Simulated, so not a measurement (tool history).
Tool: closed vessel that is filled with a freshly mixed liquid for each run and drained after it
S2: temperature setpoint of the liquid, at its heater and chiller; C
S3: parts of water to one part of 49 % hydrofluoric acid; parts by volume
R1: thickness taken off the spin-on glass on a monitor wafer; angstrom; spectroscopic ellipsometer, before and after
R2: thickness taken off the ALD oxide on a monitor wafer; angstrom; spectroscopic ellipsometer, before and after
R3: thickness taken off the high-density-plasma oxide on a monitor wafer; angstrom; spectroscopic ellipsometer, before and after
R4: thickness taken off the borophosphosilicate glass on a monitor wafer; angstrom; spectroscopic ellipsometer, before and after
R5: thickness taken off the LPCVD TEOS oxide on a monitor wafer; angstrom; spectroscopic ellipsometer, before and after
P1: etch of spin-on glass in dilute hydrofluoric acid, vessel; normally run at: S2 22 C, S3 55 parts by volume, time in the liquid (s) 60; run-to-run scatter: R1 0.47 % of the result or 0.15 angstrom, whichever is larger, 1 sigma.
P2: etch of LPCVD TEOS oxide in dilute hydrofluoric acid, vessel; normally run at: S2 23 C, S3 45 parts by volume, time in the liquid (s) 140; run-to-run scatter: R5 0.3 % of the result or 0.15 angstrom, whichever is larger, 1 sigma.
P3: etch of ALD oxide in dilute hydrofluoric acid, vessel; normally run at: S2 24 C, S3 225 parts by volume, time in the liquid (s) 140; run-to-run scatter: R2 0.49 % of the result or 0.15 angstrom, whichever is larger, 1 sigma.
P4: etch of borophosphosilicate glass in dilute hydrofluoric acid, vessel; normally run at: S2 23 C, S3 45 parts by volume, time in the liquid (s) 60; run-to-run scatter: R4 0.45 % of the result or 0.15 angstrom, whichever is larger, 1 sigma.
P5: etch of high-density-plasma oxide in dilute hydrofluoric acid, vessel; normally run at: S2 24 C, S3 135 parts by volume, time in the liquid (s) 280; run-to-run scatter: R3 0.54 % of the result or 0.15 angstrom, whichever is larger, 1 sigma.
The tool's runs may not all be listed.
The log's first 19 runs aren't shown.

{"run": 20, "hour": 263.4, "process that ran": "P2", "S2": 23, "S3": 80, "time in the liquid (s)": 140, "R5": 290.71}
{"run": 21, "hour": 277.7, "process that ran": "P3", "S2": 24, "S3": 225, "time in the liquid (s)": 215, "R2": 102.78}
{"run": 22, "hour": 285.4, "process that ran": "P1", "S2": 18.5, "S3": 55, "time in the liquid (s)": 110, "R1": 895.91}
{"run": 23, "hour": 300.7, "process that ran": "P1", "S2": 22, "S3": 100, "time in the liquid (s)": 60, "R1": 295.3}
{"run": 24, "hour": 313.0, "process that ran": "P5", "S2": 24, "S3": 225, "time in the liquid (s)": 280, "R3": 66.631}
{"run": 25, "hour": 324.7, "process that ran": "P2", "S2": 23, "S3": 45, "time in the liquid (s)": 140, "R5": 542.86}
{"run": 26, "hour": 339.1, "process that ran": "P3", "S2": 24, "S3": 365, "time in the liquid (s)": 140, "R2": 36.137}
{"run": 27, "hour": 355.2, "process that ran": "P2", "S2": 19.5, "S3": 45, "time in the liquid (s)": 140, "R5": 465.27}
{"run": 28, "hour": 372.1, "process that ran": "P1", "S2": 17, "S3": 55, "time in the liquid (s)": 60, "R1": 456}
{"run": 29, "hour": 381.7, "process that ran": "P1", "S2": 30, "S3": 55, "time in the liquid (s)": 60, "R1": 786.02}
{"run": 30, "hour": 389.3, "process that ran": "P2", "S2": 23, "S3": 45, "time in the liquid (s)": 275, "R5": 1070.1}
{"run": 31, "hour": 399.9, "process that ran": "P1", "S2": 22, "S3": 20, "time in the liquid (s)": 60, "R1": 1632.5}
{"run": 32, "hour": 417.3, "process that ran": "P3", "S2": 24, "S3": 225, "time in the liquid (s)": 140, "R2": 67.006}
{"run": 33, "hour": 428.9, "process that ran": "P1", "S2": 22, "S3": 55, "time in the liquid (s)": 60, "R1": 565}
{"run": 34, "hour": 442.4, "process that ran": "P1", "S2": 22, "S3": 55, "time in the liquid (s)": 60, "R1": 583.9}
{"run": 35, "hour": 450.6, "process that ran": "P1", "S2": 22, "S3": 55, "time in the liquid (s)": 60, "R1": 589.97}

The next listed run, before its measurement:
{"run": 36, "hour": 458.4, "process that ran": "P1", "S2": 22, "S3": 55, "time in the liquid (s)": 60, "R1": "?"}

Run 36 gave R1 602.03 angstrom.

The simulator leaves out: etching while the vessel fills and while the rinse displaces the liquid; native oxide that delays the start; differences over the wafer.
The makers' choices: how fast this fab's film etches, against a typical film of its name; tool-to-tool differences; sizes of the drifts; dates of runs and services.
